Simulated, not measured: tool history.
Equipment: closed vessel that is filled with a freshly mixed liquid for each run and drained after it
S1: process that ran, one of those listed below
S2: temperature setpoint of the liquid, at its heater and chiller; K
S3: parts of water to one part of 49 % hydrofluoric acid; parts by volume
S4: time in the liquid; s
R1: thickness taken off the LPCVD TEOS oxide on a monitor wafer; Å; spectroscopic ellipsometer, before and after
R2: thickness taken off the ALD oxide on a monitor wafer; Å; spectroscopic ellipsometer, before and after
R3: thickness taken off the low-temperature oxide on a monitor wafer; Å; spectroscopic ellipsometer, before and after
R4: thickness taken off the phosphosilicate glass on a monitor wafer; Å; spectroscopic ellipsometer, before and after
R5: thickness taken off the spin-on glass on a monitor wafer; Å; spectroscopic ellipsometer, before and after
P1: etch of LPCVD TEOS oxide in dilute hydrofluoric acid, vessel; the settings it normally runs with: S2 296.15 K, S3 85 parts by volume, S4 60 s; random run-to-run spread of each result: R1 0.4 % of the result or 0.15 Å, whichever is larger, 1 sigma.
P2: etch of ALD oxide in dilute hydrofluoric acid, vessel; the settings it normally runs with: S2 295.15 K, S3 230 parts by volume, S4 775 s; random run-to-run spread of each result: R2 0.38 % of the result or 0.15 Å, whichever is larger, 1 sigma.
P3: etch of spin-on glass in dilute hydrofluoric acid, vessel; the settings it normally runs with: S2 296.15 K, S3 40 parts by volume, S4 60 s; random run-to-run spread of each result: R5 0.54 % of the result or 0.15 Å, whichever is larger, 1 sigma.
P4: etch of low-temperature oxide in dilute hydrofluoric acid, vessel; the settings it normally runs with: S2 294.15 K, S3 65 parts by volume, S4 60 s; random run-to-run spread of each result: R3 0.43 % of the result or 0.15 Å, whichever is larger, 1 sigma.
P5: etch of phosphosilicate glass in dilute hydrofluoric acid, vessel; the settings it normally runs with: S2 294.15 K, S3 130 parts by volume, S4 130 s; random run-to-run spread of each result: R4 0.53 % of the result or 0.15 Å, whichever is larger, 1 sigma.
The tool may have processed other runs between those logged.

run   hour  S1      S2   S3   S4       R1       R2       R3      R4      R5
  1    9.6  P1  296.15   85   60  114.440
  2   15.1  P2  295.15  230  775           417.760
  3   26.1  P4  294.15   65   60                    117.880
  4   34.1  P1  296.15   85   60  114.990
  5   43.5  P4  294.15   65   30                     59.206
  6   49.1  P5  294.15  195  130                             321.71
  7   55.9  P1  296.15   85   30   57.390
  8   62.3  P1  296.15   85  115  220.500
  9   68.3  P1  291.65   35   60  245.630
 10   73.6  P4  294.15  110   60                     66.093
 11   83.6  P3  290.15   40   60                                     387.65
 12   90.8  P1  296.15   85   60  114.900
 13   97.0  P4  294.15   65   60                    118.670
 14  105.2  P3  296.15   40  105                                     881.61
 15  116.0  P4  290.15   65   60                     99.790
 16  122.6  P2  295.15  230  140            75.444
 17  130.0  P5  294.15  130  130                             526.55
 18  139.7  P1  290.65   85   60   90.887
 19  150.0  P1  296.15  145   60   62.544
 20  155.8  P3  296.15   65   60                                     301.41
 21  161.5  P1  300.15   85   60  134.070
 22  168.8  P1  301.65   85  100  237.950
 23  179.5  P1  296.15   30   60  347.750
 24  188.2  P3  296.15   40   60                                     499.66
 25  194.9  P2  290.15  230  775           347.400
 26  203.2  P5  294.15  130   55                             218.67
 27  214.8  P5  294.15  130  130                             520.14
 28  224.9  P5  299.65  130  130                             639.99
 29  232.9  P2  295.15  230  775           421.070

Run 30 comes next. What will it give?
 30  238.2  P1  296.15  85  60   ?

R1: 114.620 Å
